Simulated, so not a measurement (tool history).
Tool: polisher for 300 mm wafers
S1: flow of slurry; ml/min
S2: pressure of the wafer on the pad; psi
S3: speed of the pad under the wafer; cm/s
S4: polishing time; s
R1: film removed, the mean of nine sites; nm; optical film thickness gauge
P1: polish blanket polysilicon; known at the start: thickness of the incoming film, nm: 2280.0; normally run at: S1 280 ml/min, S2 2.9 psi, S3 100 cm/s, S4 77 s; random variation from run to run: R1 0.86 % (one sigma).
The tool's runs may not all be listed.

| run | hour | S1 | S2 | S3 | S4 | R1 |
|---|---|---|---|---|---|---|
| 1 | 6 | 280 | 2.9 | 100 | 77 | 565.22 |
| 2 | 10.9 | 280 | 2.9 | 100 | 77 | 566.21 |
| 3 | 19.2 | 280 | 2.9 | 100 | 77 | 567.82 |
| 4 | 26.6 | 280 | 2.9 | 100 | 77 | 575.21 |
| 5 | 32.9 | 415 | 2.9 | 100 | 77 | 579.58 |
| 6 | 40.8 | 280 | 4.5 | 100 | 77 | 877.33 |
| 7 | 47.2 | 280 | 2.9 | 100 | 111 | 814.17 |
| 8 | 56 | 280 | 2.9 | 132 | 96 | 927.7 |
| 9 | 66.2 | 280 | 2.9 | 144 | 77 | 810.55 |
| 10 | 76.5 | 170 | 2.9 | 100 | 77 | 535.93 |
| 11 | 86 | 280 | 2.9 | 100 | 52 | 380.73 |
| 12 | 91.6 | 170 | 4.4 | 100 | 77 | 801.2 |
| 13 | 100.9 | 280 | 1.6 | 100 | 77 | 308.56 |
| 14 | 108.8 | 280 | 2.9 | 70 | 77 | 400.1 |
| 15 | 117.6 | 280 | 2.9 | 100 | 77 | 562.05 |
| 16 | 126.5 | 280 | 2.9 | 100 | 77 | 571.8 |
| 17 | 131.1 | 280 | 2.9 | 100 | 77 | 564.46 |
| 18 | 135.8 | 280 | 2.9 | 100 | 77 | 554.22 |
| 19 | 144.8 | 280 | 2.9 | 100 | 77 | 556.29 |
| 20 | 150.1 | 280 | 2.9 | 100 | 77 | 539.75 |
| 21 | 160 | 280 | 2.9 | 100 | 77 | 542.66 |
|  | 163.2 | worn pad replaced by a new one |
| 22 | 165.1 | 280 | 2.9 | 100 | 77 | 538.97 |
| 23 | 174.5 | 280 | 2.9 | 100 | 77 | 539.84 |
| 24 | 180.8 | 280 | 2.9 | 100 | 77 | 540.22 |

What P1 gives has crept away from where it was. These 2 causes fit the log equally well, each at the size given:
A: head's pressure below its setpoint, % = 4.96
B: slurry flow missing at the pad, % = 35.1
The creep began at about hour 126.5.
Why every other cause is out:
removal rate lost through wear of the pad, %: serviced at hour 163.2, which brought nothing back

4 check runs are offered, each on 5 wafers whose results are averaged, their results left as question marks. Which one tells the causes apart?
| check 1 | 187.1 | 170 | 2.9 | 144 | 77 | ? |
| check 2 | 187.1 | 280 | 4.3 | 100 | 77 | ? |
| check 3 | 187.1 | 280 | 2 | 136 | 77 | ? |
| check 4 | 187.1 | 280 | 2.9 | 128 | 77 | ? |

What each check would give under each cause:
| check | result | if A | if B |
|---|---|---|---|
| check 1 | R1 | 729.3 | 707.8 |
| check 2 | R1 | 797.85 | 797.95 |
| check 3 | R1 | 504.69 | 504.75 |
| check 4 | R1 | 688.75 | 688.84 |
How far apart the two closest causes lie, in the result that separates them most: check 1 2.99 %; check 2 0.01 %; check 3 0.01 %; check 4 0.01 %
Only check 1 tells the causes apart: in the others they would give nearly the same result.

Then check 1 was run and gave: R1 704.39 nm. Which cause is it?

It is B: slurry flow missing at the pad, %.
